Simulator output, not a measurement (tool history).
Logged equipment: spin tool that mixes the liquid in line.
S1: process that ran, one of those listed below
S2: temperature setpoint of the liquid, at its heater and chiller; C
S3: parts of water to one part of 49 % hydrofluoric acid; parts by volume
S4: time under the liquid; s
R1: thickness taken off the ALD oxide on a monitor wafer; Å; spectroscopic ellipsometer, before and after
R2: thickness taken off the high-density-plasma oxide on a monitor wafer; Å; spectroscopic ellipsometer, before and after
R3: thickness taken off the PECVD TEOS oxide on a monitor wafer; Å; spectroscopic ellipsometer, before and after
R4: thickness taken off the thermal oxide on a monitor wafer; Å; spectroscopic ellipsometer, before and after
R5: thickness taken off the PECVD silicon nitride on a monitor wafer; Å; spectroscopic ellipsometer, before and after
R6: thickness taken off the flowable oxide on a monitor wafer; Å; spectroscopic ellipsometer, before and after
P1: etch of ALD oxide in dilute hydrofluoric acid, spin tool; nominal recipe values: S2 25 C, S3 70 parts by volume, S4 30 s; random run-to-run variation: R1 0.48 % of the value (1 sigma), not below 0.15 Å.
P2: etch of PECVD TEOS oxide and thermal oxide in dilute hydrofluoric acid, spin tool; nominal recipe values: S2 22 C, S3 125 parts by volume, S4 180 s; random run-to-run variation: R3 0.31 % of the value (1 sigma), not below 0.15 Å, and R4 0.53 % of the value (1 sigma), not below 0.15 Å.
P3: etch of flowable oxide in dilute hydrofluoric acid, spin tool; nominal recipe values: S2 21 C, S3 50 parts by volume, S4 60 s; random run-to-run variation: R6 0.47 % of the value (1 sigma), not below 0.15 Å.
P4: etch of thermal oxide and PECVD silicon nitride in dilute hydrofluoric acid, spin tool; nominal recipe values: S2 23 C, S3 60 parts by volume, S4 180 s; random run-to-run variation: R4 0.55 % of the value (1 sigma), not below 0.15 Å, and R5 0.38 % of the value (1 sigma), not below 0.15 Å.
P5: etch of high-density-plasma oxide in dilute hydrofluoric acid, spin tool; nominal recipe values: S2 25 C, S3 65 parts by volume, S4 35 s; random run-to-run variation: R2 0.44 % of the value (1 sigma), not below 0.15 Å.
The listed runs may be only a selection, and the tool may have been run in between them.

{"run": 1, "hour": 4.3, "S1": "P1", "S2": 25, "S3": 70, "S4": 30, "R1": 66.635}
{"run": 2, "hour": 10.5, "S1": "P1", "S2": 25, "S3": 70, "S4": 30, "R1": 66.319}
{"run": 3, "hour": 14.7, "S1": "P1", "S2": 31.5, "S3": 70, "S4": 30, "R1": 85.953}
{"run": 4, "hour": 18.6, "S1": "P1", "S2": 25, "S3": 70, "S4": 30, "R1": 66.446}
{"run": 5, "hour": 22.0, "S1": "P5", "S2": 25, "S3": 65, "S4": 35, "R2": 52.685}
{"hour": 23.2, "done": "thermometer replaced"}
{"run": 6, "hour": 28.0, "S1": "P1", "S2": 25, "S3": 70, "S4": 30, "R1": 66.855}
{"run": 7, "hour": 33.3, "S1": "P1", "S2": 25, "S3": 70, "S4": 15, "R1": 33.361}
{"run": 8, "hour": 36.9, "S1": "P1", "S2": 25, "S3": 45, "S4": 15, "R1": 53.062}
{"run": 9, "hour": 41.2, "S1": "P2", "S2": 22, "S3": 125, "S4": 60, "R3": 73.512, "R4": 20.076}
{"run": 10, "hour": 44.9, "S1": "P4", "S2": 18.5, "S3": 60, "S4": 180, "R4": 118.65, "R5": 38.456}
{"run": 11, "hour": 50.2, "S1": "P4", "S2": 23, "S3": 35, "S4": 180, "R4": 251.06, "R5": 89.408}
{"run": 12, "hour": 53.7, "S1": "P3", "S2": 29, "S3": 50, "S4": 60, "R6": 516.87}
{"run": 13, "hour": 58.5, "S1": "P4", "S2": 23, "S3": 60, "S4": 180, "R4": 143.59, "R5": 52.724}
{"run": 14, "hour": 62.8, "S1": "P1", "S2": 19.5, "S3": 70, "S4": 15, "R1": 26.449}
{"run": 15, "hour": 66.3, "S1": "P4", "S2": 23, "S3": 60, "S4": 330, "R4": 261.48, "R5": 95.863}
{"run": 16, "hour": 69.0, "S1": "P2", "S2": 22, "S3": 125, "S4": 180, "R3": 222.22, "R4": 59.597}
{"run": 17, "hour": 72.0, "S1": "P5", "S2": 25, "S3": 35, "S4": 35, "R2": 102.46}
{"run": 18, "hour": 76.5, "S1": "P1", "S2": 25, "S3": 125, "S4": 30, "R1": 34.977}
{"run": 19, "hour": 79.7, "S1": "P5", "S2": 25, "S3": 65, "S4": 35, "R2": 52.329}
{"run": 20, "hour": 83.3, "S1": "P1", "S2": 25, "S3": 70, "S4": 60, "R1": 132.96}
{"run": 21, "hour": 89.1, "S1": "P2", "S2": 22, "S3": 45, "S4": 180, "R3": 679.63, "R4": 181.71}
{"run": 22, "hour": 94.3, "S1": "P3", "S2": 21, "S3": 50, "S4": 30, "R6": 185}
{"run": 23, "hour": 100.1, "S1": "P1", "S2": 25, "S3": 30, "S4": 30, "R1": 164.1}
{"run": 24, "hour": 106.2, "S1": "P1", "S2": 18.5, "S3": 70, "S4": 30, "R1": 50.665}
{"run": 25, "hour": 110.5, "S1": "P3", "S2": 21, "S3": 50, "S4": 60, "R6": 369.66}
{"run": 26, "hour": 116.0, "S1": "P4", "S2": 23, "S3": 60, "S4": 180, "R4": 143.5, "R5": 52.337}
{"run": 27, "hour": 121.7, "S1": "P1", "S2": 21.5, "S3": 25, "S4": 30, "R1": 168.96}
{"run": 28, "hour": 126.2, "S1": "P5", "S2": 17, "S3": 65, "S4": 35, "R2": 37.981}
{"run": 29, "hour": 129.2, "S1": "P3", "S2": 21, "S3": 90, "S4": 60, "R6": 197.46}
{"run": 30, "hour": 134.6, "S1": "P5", "S2": 25, "S3": 65, "S4": 65, "R2": 98.475}
{"run": 31, "hour": 137.3, "S1": "P2", "S2": 29.5, "S3": 125, "S4": 180, "R3": 293.91, "R4": 80.645}
{"run": 32, "hour": 141.3, "S1": "P1", "S2": 25, "S3": 70, "S4": 30, "R1": 65.98}
{"run": 33, "hour": 147.3, "S1": "P1", "S2": 25, "S3": 70, "S4": 30, "R1": 66.533}
{"run": 34, "hour": 152.4, "S1": "P1", "S2": 25, "S3": 70, "S4": 30, "R1": 68.714}
{"run": 35, "hour": 155.9, "S1": "P1", "S2": 25, "S3": 70, "S4": 30, "R1": 69.723}
{"run": 36, "hour": 160.2, "S1": "P1", "S2": 25, "S3": 70, "S4": 30, "R1": 70.291}
{"run": 37, "hour": 164.3, "S1": "P1", "S2": 25, "S3": 70, "S4": 30, "R1": 71.159}
{"run": 38, "hour": 169.4, "S1": "P1", "S2": 25, "S3": 70, "S4": 30, "R1": 71.013}
{"run": 39, "hour": 174.6, "S1": "P1", "S2": 25, "S3": 70, "S4": 30, "R1": 72.335}
{"run": 40, "hour": 177.3, "S1": "P1", "S2": 25, "S3": 70, "S4": 30, "R1": 71.86}
{"run": 41, "hour": 180.6, "S1": "P1", "S2": 25, "S3": 70, "S4": 30, "R1": 71.805}
{"run": 42, "hour": 186.2, "S1": "P1", "S2": 25, "S3": 70, "S4": 30, "R1": 72.212}

For run 43, what comes out?
{"run": 43, "hour": 189.4, "S1": "P1", "S2": 25, "S3": 70, "S4": 30, "R1": "?"}

R1: 72.018 Å
